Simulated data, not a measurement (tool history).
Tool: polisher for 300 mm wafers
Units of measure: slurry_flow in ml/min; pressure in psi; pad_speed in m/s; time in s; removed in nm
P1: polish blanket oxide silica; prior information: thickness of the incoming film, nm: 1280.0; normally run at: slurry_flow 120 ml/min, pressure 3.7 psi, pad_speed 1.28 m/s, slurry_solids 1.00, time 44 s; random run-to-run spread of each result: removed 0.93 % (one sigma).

| run | day | slurry_flow | pressure | pad_speed | slurry_solids | time | removed |
|---|---|---|---|---|---|---|---|
| 1 | 0.512 | 120 | 3.7 | 1.28 | 1.00 | 44 | 146.220 |
| 2 | 0.979 | 160 | 3.7 | 1.28 | 1.00 | 44 | 157.620 |
| 3 | 1.312 | 120 | 3.7 | 1.28 | 1.00 | 57 | 188.900 |
| 4 | 1.754 | 120 | 3.7 | 1.28 | 1.00 | 44 | 145.910 |
| 5 | 2.183 | 120 | 3.7 | 1.28 | 1.35 | 44 | 166.250 |
| 6 | 2.608 | 120 | 5.9 | 1.28 | 1.00 | 44 | 229.940 |
| 7 | 3.117 | 120 | 3.7 | 1.28 | 0.65 | 24 | 63.152 |
| 8 | 3.450 | 120 | 3.7 | 1.28 | 1.45 | 21 | 80.508 |
| 9 | 3.708 | 120 | 3.7 | 1.28 | 1.00 | 44 | 144.640 |
| 10 | 4.008 | 120 | 3.7 | 1.28 | 1.00 | 22 | 72.195 |
| 11 | 4.433 | 120 | 3.7 | 1.28 | 1.00 | 44 | 146.250 |
| 12 | 4.971 | 120 | 3.7 | 1.28 | 0.60 | 44 | 112.640 |
| 13 | 5.404 | 120 | 3.7 | 1.28 | 1.00 | 44 | 146.800 |
| 14 | 5.900 | 120 | 3.7 | 1.96 | 1.00 | 44 | 203.810 |
| 15 | 6.192 | 80 | 3.7 | 1.28 | 1.00 | 44 | 130.660 |
| 16 | 6.617 | 120 | 3.7 | 1.28 | 1.00 | 44 | 145.400 |
| 17 | 6.942 | 120 | 1.7 | 1.28 | 1.00 | 44 | 65.840 |
| 18 | 7.417 | 120 | 3.7 | 0.58 | 1.00 | 44 | 77.234 |
| 19 | 7.658 | 120 | 3.7 | 1.28 | 1.00 | 44 | 145.640 |
| 20 | 7.983 | 120 | 3.7 | 1.28 | 1.00 | 44 | 143.630 |
| 21 | 8.417 | 120 | 3.7 | 1.28 | 1.00 | 44 | 137.290 |
| 22 | 8.821 | 120 | 3.7 | 1.28 | 1.00 | 44 | 134.320 |

Expected results for the next run?
|  | 8.942 | worn pad replaced by a new one |
| 23 | 9.350 | 120 | 3.7 | 1.28 | 1.00 | 44 | ? |

{"run 23": {"removed": 134.61}}

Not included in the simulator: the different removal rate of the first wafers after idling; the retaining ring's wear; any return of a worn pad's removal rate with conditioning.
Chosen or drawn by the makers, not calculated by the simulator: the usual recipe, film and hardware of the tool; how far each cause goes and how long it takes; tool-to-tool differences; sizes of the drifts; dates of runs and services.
